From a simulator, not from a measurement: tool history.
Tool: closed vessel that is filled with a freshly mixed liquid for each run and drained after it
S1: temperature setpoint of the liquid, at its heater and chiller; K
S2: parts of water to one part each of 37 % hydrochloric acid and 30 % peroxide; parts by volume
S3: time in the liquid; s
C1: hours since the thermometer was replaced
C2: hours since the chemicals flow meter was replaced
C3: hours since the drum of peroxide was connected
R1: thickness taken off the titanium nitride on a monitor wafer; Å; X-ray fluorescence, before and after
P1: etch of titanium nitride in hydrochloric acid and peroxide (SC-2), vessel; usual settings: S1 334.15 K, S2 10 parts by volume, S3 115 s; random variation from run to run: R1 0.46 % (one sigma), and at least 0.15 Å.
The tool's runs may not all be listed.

Run 1, hour 9.9: S1 334.15 K, S2 10 parts by volume, S3 115 s; C1 1179.1; C2 159.6; C3 924.6. Result: R1 67.98 Å.
Run 2, hour 15.8: S1 334.15 K, S2 10 parts by volume, S3 30 s; C1 1185; C2 165.5; C3 930.5. Result: R1 17.414 Å.
Run 3, hour 27.5: S1 345.15 K, S2 10 parts by volume, S3 115 s; C1 1196.7; C2 177.2; C3 942.2. Result: R1 131.52 Å.
Run 4, hour 40.6: S1 334.15 K, S2 10 parts by volume, S3 115 s; C1 1209.8; C2 190.3; C3 955.3. Result: R1 67.363 Å.
Run 5, hour 49.9: S1 334.15 K, S2 10 parts by volume, S3 115 s; C1 1219.1; C2 199.6; C3 964.6. Result: R1 67.97 Å.
Run 6, hour 60.8: S1 334.15 K, S2 10 parts by volume, S3 185 s; C1 1230; C2 210.5; C3 975.5. Result: R1 109.36 Å.
Run 7, hour 69.9: S1 341.15 K, S2 10 parts by volume, S3 190 s; C1 1239.1; C2 219.6; C3 984.6. Result: R1 171.49 Å.
Run 8, hour 79.8: S1 334.15 K, S2 10 parts by volume, S3 115 s; C1 1249; C2 229.5; C3 994.5. Result: R1 67.586 Å.
Run 9, hour 92: S1 345.15 K, S2 7 parts by volume, S3 115 s; C1 1261.2; C2 241.7; C3 1006.7. Result: R1 175.62 Å.
At hour 96.1: chemicals flow meter replaced.
Run 10, hour 98.7: S1 334.15 K, S2 10 parts by volume, S3 115 s; C1 1267.9; C2 2.6; C3 1013.4. Result: R1 67.56 Å.
Run 11, hour 110.3: S1 321.65 K, S2 10 parts by volume, S3 115 s; C1 1279.5; C2 14.2; C3 1025. Result: R1 29.795 Å.
Run 12, hour 122.8: S1 334.15 K, S2 4 parts by volume, S3 115 s; C1 1292; C2 26.7; C3 1037.5. Result: R1 135.58 Å.
Run 13, hour 128.5: S1 334.15 K, S2 16 parts by volume, S3 115 s; C1 1297.7; C2 32.4; C3 1043.2. Result: R1 44.878 Å.
Run 14, hour 139.4: S1 334.15 K, S2 10 parts by volume, S3 115 s; C1 1308.6; C2 43.3; C3 1054.1. Result: R1 67.75 Å.

Run 15 comes next. What will it give?
Run 15, hour 148.9: S1 334.15 K, S2 10 parts by volume, S3 115 s; C1 1318.1; C2 52.8; C3 1063.6. Result: R1 ?.

Run 15 gave R1 70.299 Å.
